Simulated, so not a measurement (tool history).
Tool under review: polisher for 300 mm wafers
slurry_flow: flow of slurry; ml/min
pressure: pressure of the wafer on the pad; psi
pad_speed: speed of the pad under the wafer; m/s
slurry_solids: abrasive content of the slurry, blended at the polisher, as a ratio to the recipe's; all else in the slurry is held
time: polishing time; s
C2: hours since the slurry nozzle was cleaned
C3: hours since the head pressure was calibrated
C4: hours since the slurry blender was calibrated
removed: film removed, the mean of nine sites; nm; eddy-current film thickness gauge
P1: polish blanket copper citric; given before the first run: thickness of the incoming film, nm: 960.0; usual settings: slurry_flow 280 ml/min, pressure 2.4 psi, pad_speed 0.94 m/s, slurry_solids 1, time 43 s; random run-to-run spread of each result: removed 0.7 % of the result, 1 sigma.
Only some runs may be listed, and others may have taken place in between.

{"run": 1, "day": 0.4, "slurry_flow": 280, "pressure": 2.4, "pad_speed": 0.94, "slurry_solids": 1, "time": 43, "wafers polished on this pad": 347, "C2": 276.6, "C3": 375.2, "C4": 142, "removed": 62.066}
{"run": 2, "day": 0.779, "slurry_flow": 280, "pressure": 1.8, "pad_speed": 0.94, "slurry_solids": 1, "time": 43, "wafers polished on this pad": 440, "C2": 285.7, "C3": 384.3, "C4": 151.1, "removed": 47.079}
{"run": 3, "day": 1.254, "slurry_flow": 280, "pressure": 2.4, "pad_speed": 0.94, "slurry_solids": 1, "time": 43, "wafers polished on this pad": 557, "C2": 297.1, "C3": 395.7, "C4": 162.5, "removed": 63.075}
{"day": 1.429, "done": "slurry nozzle cleaned"}
{"run": 4, "day": 1.762, "slurry_flow": 280, "pressure": 2.4, "pad_speed": 0.94, "slurry_solids": 1, "time": 43, "wafers polished on this pad": 681, "C2": 8.1, "C3": 407.9, "C4": 174.7, "removed": 62.178}
{"run": 5, "day": 2.2, "slurry_flow": 195, "pressure": 2.4, "pad_speed": 0.94, "slurry_solids": 0.8, "time": 43, "wafers polished on this pad": 788, "C2": 18.6, "C3": 418.4, "C4": 185.2, "removed": 57.147}
{"run": 6, "day": 2.679, "slurry_flow": 280, "pressure": 2.4, "pad_speed": 0.48, "slurry_solids": 1, "time": 43, "wafers polished on this pad": 906, "C2": 30.1, "C3": 429.9, "C4": 196.7, "removed": 33.349}
{"run": 7, "day": 3.142, "slurry_flow": 280, "pressure": 2.4, "pad_speed": 0.94, "slurry_solids": 1, "time": 20, "wafers polished on this pad": 1019, "C2": 41.2, "C3": 441, "C4": 207.8, "removed": 29.189}
{"run": 8, "day": 3.442, "slurry_flow": 280, "pressure": 3.7, "pad_speed": 0.94, "slurry_solids": 1, "time": 43, "wafers polished on this pad": 1092, "C2": 48.4, "C3": 448.2, "C4": 215, "removed": 95.447}
{"run": 9, "day": 3.888, "slurry_flow": 385, "pressure": 2.4, "pad_speed": 0.94, "slurry_solids": 1, "time": 43, "wafers polished on this pad": 1202, "C2": 59.1, "C3": 458.9, "C4": 225.7, "removed": 64.287}
{"run": 10, "day": 4.217, "slurry_flow": 280, "pressure": 2.4, "pad_speed": 0.94, "slurry_solids": 1.35, "time": 43, "wafers polished on this pad": 1282, "C2": 67, "C3": 466.8, "C4": 233.6, "removed": 66.343}
{"run": 11, "day": 4.45, "slurry_flow": 280, "pressure": 2.4, "pad_speed": 0.94, "slurry_solids": 1, "time": 43, "wafers polished on this pad": 1339, "C2": 72.6, "C3": 472.4, "C4": 239.2, "removed": 62.294}
{"run": 12, "day": 4.779, "slurry_flow": 280, "pressure": 2.4, "pad_speed": 0.94, "slurry_solids": 1, "time": 43, "wafers polished on this pad": 1420, "C2": 80.5, "C3": 480.3, "C4": 247.1, "removed": 62.103}
{"run": 13, "day": 5.112, "slurry_flow": 280, "pressure": 2.4, "pad_speed": 0.94, "slurry_solids": 0.65, "time": 43, "wafers polished on this pad": 1502, "C2": 88.5, "C3": 488.3, "C4": 255.1, "removed": 57.19}
{"run": 14, "day": 5.625, "slurry_flow": 280, "pressure": 2.4, "pad_speed": 1.38, "slurry_solids": 1, "time": 43, "wafers polished on this pad": 1627, "C2": 100.8, "C3": 500.6, "C4": 267.4, "removed": 90.293}
{"run": 15, "day": 6.125, "slurry_flow": 280, "pressure": 2.4, "pad_speed": 0.94, "slurry_solids": 1, "time": 65, "wafers polished on this pad": 1750, "C2": 112.8, "C3": 512.6, "C4": 279.4, "removed": 93.804}
{"run": 16, "day": 6.579, "slurry_flow": 170, "pressure": 2.4, "pad_speed": 0.72, "slurry_solids": 1, "time": 43, "wafers polished on this pad": 1861, "C2": 123.7, "C3": 523.5, "C4": 290.3, "removed": 44.597}
{"run": 17, "day": 7.029, "slurry_flow": 280, "pressure": 2.4, "pad_speed": 1.2, "slurry_solids": 1.25, "time": 43, "wafers polished on this pad": 1971, "C2": 134.5, "C3": 534.3, "C4": 301.1, "removed": 82.505}
{"day": 7.112, "done": "worn pad replaced by a new one"}
{"run": 18, "day": 7.542, "slurry_flow": 170, "pressure": 2.4, "pad_speed": 0.94, "slurry_solids": 1, "time": 43, "wafers polished on this pad": 105, "C2": 146.8, "C3": 546.6, "C4": 313.4, "removed": 58.466}
{"run": 19, "day": 8.05, "slurry_flow": 280, "pressure": 2.4, "pad_speed": 0.94, "slurry_solids": 1, "time": 43, "wafers polished on this pad": 230, "C2": 159, "C3": 558.8, "C4": 325.6, "removed": 62.191}
{"run": 20, "day": 8.521, "slurry_flow": 280, "pressure": 2.4, "pad_speed": 0.94, "slurry_solids": 1, "time": 43, "wafers polished on this pad": 345, "C2": 170.3, "C3": 570.1, "C4": 336.9, "removed": 60.803}
{"run": 21, "day": 9.008, "slurry_flow": 280, "pressure": 2.4, "pad_speed": 0.94, "slurry_solids": 1, "time": 43, "wafers polished on this pad": 464, "C2": 182, "C3": 581.8, "C4": 348.6, "removed": 60.175}
{"day": 9.392, "done": "slurry blender recalibrated"}
{"run": 22, "day": 9.529, "slurry_flow": 280, "pressure": 2.4, "pad_speed": 0.94, "slurry_solids": 1, "time": 43, "wafers polished on this pad": 592, "C2": 194.5, "C3": 594.3, "C4": 3.3, "removed": 59.851}
{"run": 23, "day": 9.967, "slurry_flow": 280, "pressure": 2.4, "pad_speed": 0.94, "slurry_solids": 1, "time": 43, "wafers polished on this pad": 699, "C2": 205, "C3": 604.8, "C4": 13.8, "removed": 59.532}
{"run": 24, "day": 10.438, "slurry_flow": 280, "pressure": 2.4, "pad_speed": 0.94, "slurry_solids": 1, "time": 43, "wafers polished on this pad": 815, "C2": 216.3, "C3": 616.1, "C4": 25.1, "removed": 58.97}
{"day": 10.467, "done": "worn pad replaced by a new one"}
{"run": 25, "day": 10.829, "slurry_flow": 280, "pressure": 2.4, "pad_speed": 0.94, "slurry_solids": 1, "time": 43, "wafers polished on this pad": 89, "C2": 225.7, "C3": 625.5, "C4": 34.5, "removed": 59.336}
{"run": 26, "day": 11.279, "slurry_flow": 280, "pressure": 2.4, "pad_speed": 0.94, "slurry_solids": 1, "time": 43, "wafers polished on this pad": 199, "C2": 236.5, "C3": 636.3, "C4": 45.3, "removed": 59.137}

What P1 gives has crept away from where it was. These 2 causes fit the log equally well, each at the size given:
A: head's pressure below its setpoint, % = 5.97
B: slurry flow missing at the pad, % = 38.4
The onset of the drift is placed at about day 8.05.
Ruled out, with reasons:
removal rate lost through wear of the pad, %: its service at day 10.467 followed the start of the drift and did not put the process back to its old value
abrasive missing from the slurry, %: its service at day 9.392 followed the start of the drift and did not put the process back to its old value

Which of the 4 check runs listed below, each an average over 2 wafers with its results shown as question marks, gives clearly different results under the different listed causes?
{"run": "check 1", "day": 11.729, "slurry_flow": 280, "pressure": 2.4, "pad_speed": 0.94, "slurry_solids": 0.7, "time": 43, "removed": "?"}
{"run": "check 2", "day": 11.729, "slurry_flow": 280, "pressure": 2.4, "pad_speed": 1.18, "slurry_solids": 0.8, "time": 43, "removed": "?"}
{"run": "check 3", "day": 11.729, "slurry_flow": 280, "pressure": 2.4, "pad_speed": 0.94, "slurry_solids": 1.3, "time": 43, "removed": "?"}
{"run": "check 4", "day": 11.729, "slurry_flow": 170, "pressure": 2.4, "pad_speed": 0.94, "slurry_solids": 0.8, "time": 43, "removed": "?"}

Expected result of each check under each candidate cause:
check=check_1 result=removed if_A=54.444 if_B=54.441
check=check_2 result=removed if_A=69.776 if_B=69.801
check=check_3 result=removed if_A=62.119 if_B=62.115
check=check_4 result=removed if_A=52.612 if_B=50.794
Separation of the two closest causes in each check, using whichever result separates them best: check 1 0 %; check 2 0.03 %; check 3 0 %; check 4 3.52 %
The causes can be told apart only by check 4. The other checks would give nearly the same results under each of them.

The results of check 4 are: removed 50.757 nm. Based on these, which of the listed causes is it?

It was cause B: slurry flow missing at the pad, %.
